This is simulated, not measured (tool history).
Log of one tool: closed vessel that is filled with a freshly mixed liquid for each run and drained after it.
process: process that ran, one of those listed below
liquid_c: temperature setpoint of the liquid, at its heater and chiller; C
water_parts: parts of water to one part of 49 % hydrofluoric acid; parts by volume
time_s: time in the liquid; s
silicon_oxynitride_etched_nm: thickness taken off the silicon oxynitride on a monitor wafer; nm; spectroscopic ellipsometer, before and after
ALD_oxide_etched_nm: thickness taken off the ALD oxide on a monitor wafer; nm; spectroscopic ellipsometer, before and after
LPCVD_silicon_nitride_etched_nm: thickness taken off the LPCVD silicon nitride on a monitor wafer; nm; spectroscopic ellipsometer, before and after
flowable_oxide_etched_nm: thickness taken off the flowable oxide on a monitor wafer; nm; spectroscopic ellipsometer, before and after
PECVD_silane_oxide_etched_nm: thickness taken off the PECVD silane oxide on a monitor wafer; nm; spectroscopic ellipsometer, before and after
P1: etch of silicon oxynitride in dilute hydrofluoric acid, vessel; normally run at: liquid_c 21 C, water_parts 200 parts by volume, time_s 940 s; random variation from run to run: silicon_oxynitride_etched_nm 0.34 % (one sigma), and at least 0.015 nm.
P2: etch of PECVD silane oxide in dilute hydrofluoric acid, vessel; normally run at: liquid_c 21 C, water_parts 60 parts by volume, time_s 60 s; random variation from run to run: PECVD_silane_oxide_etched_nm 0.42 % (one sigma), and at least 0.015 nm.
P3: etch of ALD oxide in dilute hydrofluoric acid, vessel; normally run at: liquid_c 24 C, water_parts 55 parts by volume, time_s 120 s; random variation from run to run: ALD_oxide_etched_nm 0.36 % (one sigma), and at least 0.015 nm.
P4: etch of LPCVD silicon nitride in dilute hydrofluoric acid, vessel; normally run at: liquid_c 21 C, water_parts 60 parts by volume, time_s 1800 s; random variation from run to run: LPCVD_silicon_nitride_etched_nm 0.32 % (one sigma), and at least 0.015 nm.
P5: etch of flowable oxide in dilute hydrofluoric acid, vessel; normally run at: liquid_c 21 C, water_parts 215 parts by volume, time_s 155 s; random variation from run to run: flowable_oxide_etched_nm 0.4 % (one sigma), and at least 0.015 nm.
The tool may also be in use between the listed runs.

| run | hour | process | liquid_c | water_parts | time_s | hours since the thermometer was replaced | hours since the hydrofluoric acid flow meter was replaced | silicon_oxynitride_etched_nm | ALD_oxide_etched_nm | LPCVD_silicon_nitride_etched_nm | flowable_oxide_etched_nm | PECVD_silane_oxide_etched_nm |
|---|---|---|---|---|---|---|---|---|---|---|---|---|
| 1 | 6.3 | P1 | 21 | 200 | 940 | 1420.2 | 332.8 | 13.064 |  |  |  |  |
| 2 | 10.8 | P3 | 24 | 90 | 120 | 1424.7 | 337.3 |  | 19.116 |  |  |  |
| 3 | 16 | P4 | 21 | 60 | 970 | 1429.9 | 342.5 |  |  | 6.3208 |  |  |
| 4 | 21.4 | P3 | 24 | 55 | 225 | 1435.3 | 347.9 |  | 61.373 |  |  |  |
| 5 | 25.4 | P1 | 21 | 325 | 940 | 1439.3 | 351.9 | 7.4369 |  |  |  |  |
| 6 | 28.7 | P1 | 17 | 45 | 940 | 1442.6 | 355.2 | 52.777 |  |  |  |  |
| 7 | 32.5 | P1 | 28.5 | 200 | 940 | 1446.4 | 359 | 18.184 |  |  |  |  |
| 8 | 36 | P1 | 21 | 200 | 475 | 1449.9 | 362.5 | 6.5777 |  |  |  |  |
| 9 | 41.4 | P5 | 21 | 215 | 255 | 1455.3 | 367.9 |  |  |  | 47.002 |  |
| 10 | 44.9 | P2 | 29.5 | 60 | 60 | 1458.8 | 371.4 |  |  |  |  | 25.485 |
| 11 | 49.8 | P1 | 21 | 200 | 940 | 1463.7 | 376.3 | 13.045 |  |  |  |  |
| 12 | 55.5 | P1 | 21 | 200 | 940 | 1469.4 | 382 | 13.036 |  |  |  |  |
| 13 | 59.1 | P1 | 21 | 200 | 940 | 1473 | 385.6 | 13.053 |  |  |  |  |
| 14 | 64.5 | P2 | 21 | 60 | 120 | 1478.4 | 391 |  |  |  |  | 36.122 |
| 15 | 68.6 | P1 | 17 | 200 | 940 | 1482.5 | 395.1 | 10.851 |  |  |  |  |
| 16 | 73.2 | P1 | 29 | 200 | 1700 | 1487.1 | 399.7 | 33.578 |  |  |  |  |
| 17 | 79.3 | P5 | 21 | 215 | 155 | 1493.2 | 405.8 |  |  |  | 28.441 |  |
| 18 | 84.1 | P1 | 21 | 35 | 940 | 1498 | 410.6 | 83.697 |  |  |  |  |
| 19 | 89.5 | P4 | 21 | 60 | 1800 | 1503.4 | 416 |  |  | 11.82 |  |  |
| 20 | 95.6 | P2 | 21 | 100 | 60 | 1509.5 | 422.1 |  |  |  |  | 10.272 |
| 21 | 102 | P3 | 19 | 55 | 120 | 1515.9 | 428.5 |  | 26.616 |  |  |  |
|  | 104.9 | thermometer replaced |
| 22 | 104.9 | P2 | 21 | 60 | 60 | 0 | 431.4 |  |  |  |  | 17.996 |
| 23 | 110.7 | P5 | 21 | 55 | 155 | 5.8 | 437.2 |  |  |  | 133.17 |  |
| 24 | 115.4 | P1 | 21 | 200 | 940 | 10.5 | 441.9 | 13.057 |  |  |  |  |
| 25 | 119.5 | P4 | 17 | 60 | 1800 | 14.6 | 446 |  |  | 8.941 |  |  |
| 26 | 123.9 | P1 | 17 | 45 | 940 | 19 | 450.4 | 53.225 |  |  |  |  |
| 27 | 127 | P5 | 28.5 | 215 | 155 | 22.1 | 453.5 |  |  |  | 37.516 |  |
| 28 | 130.9 | P4 | 21 | 30 | 1800 | 26 | 457.4 |  |  | 23.104 |  |  |
| 29 | 136.5 | P1 | 21 | 200 | 940 | 31.6 | 463 | 13.069 |  |  |  |  |
| 30 | 139.4 | P3 | 24 | 55 | 120 | 34.5 | 465.9 |  | 32.813 |  |  |  |
| 31 | 144.2 | P1 | 21 | 200 | 1530 | 39.3 | 470.7 | 21.402 |  |  |  |  |
| 32 | 150.1 | P3 | 24 | 55 | 120 | 45.2 | 476.6 |  | 32.697 |  |  |  |
| 33 | 152.9 | P1 | 21 | 200 | 940 | 48 | 479.4 | 12.977 |  |  |  |  |
| 34 | 158.9 | P1 | 21 | 200 | 940 | 54 | 485.4 | 13.441 |  |  |  |  |
| 35 | 164.2 | P1 | 21 | 200 | 940 | 59.3 | 490.7 | 13.559 |  |  |  |  |
| 36 | 169 | P1 | 21 | 200 | 940 | 64.1 | 495.5 | 13.775 |  |  |  |  |

Run 37 comes next. What will it give?
| 37 | 173.1 | P1 | 21 | 200 | 940 | 68.2 | 499.6 | ? |  |  |  |  |

{"run 37": {"silicon_oxynitride_etched_nm": 13.726}}

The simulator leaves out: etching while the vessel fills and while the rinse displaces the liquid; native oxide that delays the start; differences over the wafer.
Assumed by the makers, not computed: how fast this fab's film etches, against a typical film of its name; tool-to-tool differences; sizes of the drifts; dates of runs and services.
